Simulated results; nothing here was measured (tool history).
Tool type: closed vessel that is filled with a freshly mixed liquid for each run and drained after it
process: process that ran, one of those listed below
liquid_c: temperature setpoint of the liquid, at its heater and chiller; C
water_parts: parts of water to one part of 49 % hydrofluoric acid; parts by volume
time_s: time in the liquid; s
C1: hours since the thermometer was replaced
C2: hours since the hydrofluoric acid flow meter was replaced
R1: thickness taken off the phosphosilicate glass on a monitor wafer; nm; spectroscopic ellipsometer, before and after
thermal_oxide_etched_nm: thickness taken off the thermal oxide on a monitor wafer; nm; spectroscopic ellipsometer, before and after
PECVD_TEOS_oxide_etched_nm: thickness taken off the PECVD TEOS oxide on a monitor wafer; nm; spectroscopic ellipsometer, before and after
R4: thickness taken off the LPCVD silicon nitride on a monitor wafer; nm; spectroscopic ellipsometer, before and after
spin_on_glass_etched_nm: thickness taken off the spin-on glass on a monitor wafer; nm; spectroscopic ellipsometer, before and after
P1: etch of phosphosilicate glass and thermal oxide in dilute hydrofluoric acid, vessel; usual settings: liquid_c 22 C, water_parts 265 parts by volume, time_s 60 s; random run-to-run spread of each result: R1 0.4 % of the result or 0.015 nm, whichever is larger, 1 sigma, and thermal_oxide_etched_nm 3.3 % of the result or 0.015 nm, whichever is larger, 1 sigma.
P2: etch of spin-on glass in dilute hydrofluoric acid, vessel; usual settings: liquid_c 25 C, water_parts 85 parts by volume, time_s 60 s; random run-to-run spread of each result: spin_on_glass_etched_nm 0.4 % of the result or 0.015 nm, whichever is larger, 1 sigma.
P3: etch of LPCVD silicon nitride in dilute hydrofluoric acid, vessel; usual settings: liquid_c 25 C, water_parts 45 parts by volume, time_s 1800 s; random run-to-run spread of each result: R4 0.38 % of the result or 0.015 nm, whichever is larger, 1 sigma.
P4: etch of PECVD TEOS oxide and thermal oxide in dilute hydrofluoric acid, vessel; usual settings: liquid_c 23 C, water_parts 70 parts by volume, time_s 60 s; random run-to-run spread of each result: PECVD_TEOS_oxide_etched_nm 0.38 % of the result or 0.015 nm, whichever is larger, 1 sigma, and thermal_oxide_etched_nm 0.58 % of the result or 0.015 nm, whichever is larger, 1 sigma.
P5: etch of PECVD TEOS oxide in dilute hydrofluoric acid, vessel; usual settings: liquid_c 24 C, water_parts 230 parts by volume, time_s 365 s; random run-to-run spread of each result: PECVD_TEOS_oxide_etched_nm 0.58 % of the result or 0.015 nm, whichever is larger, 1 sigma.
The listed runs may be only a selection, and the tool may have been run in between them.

Run 1, hour 12.4: process P1, liquid_c 22 C, water_parts 265 parts by volume, time_s 60 s; C1 1507.4; C2 262.7. Result: R1 23.416 nm, thermal_oxide_etched_nm 0.85568 nm.
Run 2, hour 31.1: process P1, liquid_c 22 C, water_parts 115 parts by volume, time_s 60 s; C1 1526.1; C2 281.4. Result: R1 63.457 nm, thermal_oxide_etched_nm 2.3798 nm.
Run 3, hour 41: process P5, liquid_c 18.5 C, water_parts 230 parts by volume, time_s 365 s; C1 1536; C2 291.3. Result: PECVD_TEOS_oxide_etched_nm 16.191 nm.
Run 4, hour 54.2: process P3, liquid_c 25 C, water_parts 75 parts by volume, time_s 1800 s; C1 1549.2; C2 304.5. Result: R4 13.329 nm.
Run 5, hour 71.9: process P3, liquid_c 30 C, water_parts 45 parts by volume, time_s 1800 s; C1 1566.9; C2 322.2. Result: R4 30.685 nm.
Run 6, hour 90.9: process P1, liquid_c 22 C, water_parts 265 parts by volume, time_s 60 s; C1 1585.9; C2 341.2. Result: R1 23.478 nm, thermal_oxide_etched_nm 0.878 nm.
Run 7, hour 101.2: process P4, liquid_c 23 C, water_parts 70 parts by volume, time_s 30 s; C1 1596.2; C2 351.5. Result: thermal_oxide_etched_nm 1.9214 nm, PECVD_TEOS_oxide_etched_nm 4.2098 nm.
Run 8, hour 111.1: process P1, liquid_c 22 C, water_parts 265 parts by volume, time_s 60 s; C1 1606.1; C2 361.4. Result: R1 23.351 nm, thermal_oxide_etched_nm 0.8494 nm.
Run 9, hour 129.5: process P3, liquid_c 25 C, water_parts 45 parts by volume, time_s 1800 s; C1 1624.5; C2 379.8. Result: R4 22.025 nm.
Run 10, hour 146.5: process P2, liquid_c 25 C, water_parts 85 parts by volume, time_s 60 s; C1 1641.5; C2 396.8. Result: spin_on_glass_etched_nm 38.689 nm.
Run 11, hour 163.5: process P1, liquid_c 22 C, water_parts 265 parts by volume, time_s 60 s; C1 1658.5; C2 413.8. Result: R1 23.548 nm, thermal_oxide_etched_nm 0.87418 nm.
Run 12, hour 173.3: process P1, liquid_c 22 C, water_parts 265 parts by volume, time_s 30 s; C1 1668.3; C2 423.6. Result: R1 11.671 nm, thermal_oxide_etched_nm 0.39204 nm.
Run 13, hour 189.3: process P2, liquid_c 25 C, water_parts 85 parts by volume, time_s 60 s; C1 1684.3; C2 439.6. Result: spin_on_glass_etched_nm 38.814 nm.
Run 14, hour 207.8: process P4, liquid_c 23 C, water_parts 70 parts by volume, time_s 60 s; C1 1702.8; C2 458.1. Result: thermal_oxide_etched_nm 3.8197 nm, PECVD_TEOS_oxide_etched_nm 8.4267 nm.
Run 15, hour 224: process P2, liquid_c 25 C, water_parts 140 parts by volume, time_s 60 s; C1 1719; C2 474.3. Result: spin_on_glass_etched_nm 22.041 nm.
Run 16, hour 242.1: process P5, liquid_c 24 C, water_parts 115 parts by volume, time_s 365 s; C1 1737.1; C2 492.4. Result: PECVD_TEOS_oxide_etched_nm 44.964 nm.
Run 17, hour 254: process P1, liquid_c 17 C, water_parts 265 parts by volume, time_s 60 s; C1 1749; C2 504.3. Result: R1 19.523 nm, thermal_oxide_etched_nm 0.71536 nm.
Run 18, hour 269.5: process P4, liquid_c 23 C, water_parts 120 parts by volume, time_s 60 s; C1 1764.5; C2 519.8. Result: thermal_oxide_etched_nm 2.1073 nm, PECVD_TEOS_oxide_etched_nm 4.6182 nm.
Run 19, hour 284.3: process P2, liquid_c 25 C, water_parts 85 parts by volume, time_s 105 s; C1 1779.3; C2 534.6. Result: spin_on_glass_etched_nm 67.688 nm.
Run 20, hour 295.7: process P5, liquid_c 24 C, water_parts 230 parts by volume, time_s 365 s; C1 1790.7; C2 546. Result: PECVD_TEOS_oxide_etched_nm 19.847 nm.
Run 21, hour 311: process P4, liquid_c 17 C, water_parts 70 parts by volume, time_s 60 s; C1 1806; C2 561.3. Result: thermal_oxide_etched_nm 2.9975 nm, PECVD_TEOS_oxide_etched_nm 6.58 nm.
Run 22, hour 329.6: process P2, liquid_c 33 C, water_parts 85 parts by volume, time_s 60 s; C1 1824.6; C2 579.9. Result: spin_on_glass_etched_nm 52.071 nm.
Run 23, hour 343.9: process P5, liquid_c 24 C, water_parts 230 parts by volume, time_s 605 s; C1 1838.9; C2 594.2. Result: PECVD_TEOS_oxide_etched_nm 32.763 nm.
Run 24, hour 358.6: process P1, liquid_c 22 C, water_parts 265 parts by volume, time_s 95 s; C1 1853.6; C2 608.9. Result: R1 37.41 nm, thermal_oxide_etched_nm 1.3507 nm.
Run 25, hour 367.3: process P1, liquid_c 22 C, water_parts 265 parts by volume, time_s 60 s; C1 1862.3; C2 617.6. Result: R1 23.313 nm, thermal_oxide_etched_nm 0.84551 nm.
Run 26, hour 377.5: process P1, liquid_c 26 C, water_parts 265 parts by volume, time_s 60 s; C1 1872.5; C2 627.8. Result: R1 27.088 nm, thermal_oxide_etched_nm 1.0131 nm.
Run 27, hour 395.2: process P1, liquid_c 28 C, water_parts 160 parts by volume, time_s 60 s; C1 1890.2; C2 645.5. Result: R1 54.017 nm, thermal_oxide_etched_nm 1.9231 nm.
Run 28, hour 407.5: process P3, liquid_c 25 C, water_parts 45 parts by volume, time_s 250 s; C1 1902.5; C2 657.8. Result: R4 3.0574 nm.
Run 29, hour 421.7: process P1, liquid_c 22 C, water_parts 265 parts by volume, time_s 60 s; C1 1916.7; C2 672. Result: R1 23.424 nm, thermal_oxide_etched_nm 0.91705 nm.
Run 30, hour 437.5: process P1, liquid_c 22 C, water_parts 455 parts by volume, time_s 60 s; C1 1932.5; C2 687.8. Result: R1 11.51 nm, thermal_oxide_etched_nm 0.41126 nm.
Run 31, hour 446.5: process P1, liquid_c 22 C, water_parts 265 parts by volume, time_s 60 s; C1 1941.5; C2 696.8. Result: R1 23.651 nm, thermal_oxide_etched_nm 0.81304 nm.
Run 32, hour 462.3: process P1, liquid_c 22 C, water_parts 265 parts by volume, time_s 60 s; C1 1957.3; C2 712.6. Result: R1 22.903 nm, thermal_oxide_etched_nm 0.86379 nm.
Run 33, hour 474.1: process P1, liquid_c 22 C, water_parts 265 parts by volume, time_s 60 s; C1 1969.1; C2 724.4. Result: R1 22.495 nm, thermal_oxide_etched_nm 0.77701 nm.
Run 34, hour 492.3: process P1, liquid_c 22 C, water_parts 265 parts by volume, time_s 60 s; C1 1987.3; C2 742.6. Result: R1 22.265 nm, thermal_oxide_etched_nm 0.78912 nm.
Run 35, hour 500.9: process P1, liquid_c 22 C, water_parts 265 parts by volume, time_s 60 s; C1 1995.9; C2 751.2. Result: R1 22.125 nm, thermal_oxide_etched_nm 0.80582 nm.
Run 36, hour 512.2: process P1, liquid_c 22 C, water_parts 265 parts by volume, time_s 60 s; C1 2007.2; C2 762.5. Result: R1 22.003 nm, thermal_oxide_etched_nm 0.75395 nm.
Run 37, hour 524.9: process P1, liquid_c 22 C, water_parts 265 parts by volume, time_s 60 s; C1 2019.9; C2 775.2. Result: R1 21.916 nm, thermal_oxide_etched_nm 0.80415 nm.
Run 38, hour 543.4: process P1, liquid_c 22 C, water_parts 265 parts by volume, time_s 60 s; C1 2038.4; C2 793.7. Result: R1 21.691 nm, thermal_oxide_etched_nm 0.78508 nm.
Run 39, hour 556.5: process P1, liquid_c 22 C, water_parts 265 parts by volume, time_s 60 s; C1 2051.5; C2 806.8. Result: R1 21.544 nm, thermal_oxide_etched_nm 0.77461 nm.
Run 40, hour 573.1: process P1, liquid_c 22 C, water_parts 265 parts by volume, time_s 60 s; C1 2068.1; C2 823.4. Result: R1 21.748 nm, thermal_oxide_etched_nm 0.75746 nm.
Run 41, hour 586: process P1, liquid_c 22 C, water_parts 265 parts by volume, time_s 60 s; C1 2081; C2 836.3. Result: R1 21.741 nm, thermal_oxide_etched_nm 0.79291 nm.

Compared with where it was, what P1 gives has crept away. Each cause listed below fits the log as well as the rest, at the size given for it:
A: liquid colder than its thermometer reads (K) = 2.16
B: hydrofluoric acid flow below the setpoint (%) = 6.1
The onset of the drift is placed at about hour 446.5.

Question marks stand in for the results of the 4 check runs listed below, each run on one wafer. Under which run would the listed causes show clearly different results?
Run check 1, hour 598.9: process P3, liquid_c 28.5 C, water_parts 70 parts by volume, time_s 1800 s. Result: R4 ?.
Run check 2, hour 598.9: process P5, liquid_c 24 C, water_parts 230 parts by volume, time_s 540 s. Result: PECVD_TEOS_oxide_etched_nm ?.
Run check 3, hour 598.9: process P4, liquid_c 23 C, water_parts 115 parts by volume, time_s 30 s. Result: thermal_oxide_etched_nm ?, PECVD_TEOS_oxide_etched_nm ?.
Run check 4, hour 598.9: process P2, liquid_c 33 C, water_parts 130 parts by volume, time_s 60 s. Result: spin_on_glass_etched_nm ?.

Expected result of each check under each candidate cause:
  check                      result    if A    if B
check 1                          R4  15.609  16.874
check 2  PECVD_TEOS_oxide_etched_nm  27.062  27.087
check 3     thermal_oxide_etched_nm  1.0101  1.0251
check 3  PECVD_TEOS_oxide_etched_nm  2.2342  2.2672
check 4     spin_on_glass_etched_nm  29.755  29.825
Per-check spread between the two closest causes, in the result where they differ most: check 1 7.79 %; check 2 0.09 %; check 3 1.47 %; check 4 0.23 %
The other checks would show nearly matching results whichever cause is true, so check 1 is the only one that separates the causes.

Check 1 was carried out, with these results: R4 16.949 nm. Which of the listed causes is responsible?

The cause is B: hydrofluoric acid flow below the setpoint (%).

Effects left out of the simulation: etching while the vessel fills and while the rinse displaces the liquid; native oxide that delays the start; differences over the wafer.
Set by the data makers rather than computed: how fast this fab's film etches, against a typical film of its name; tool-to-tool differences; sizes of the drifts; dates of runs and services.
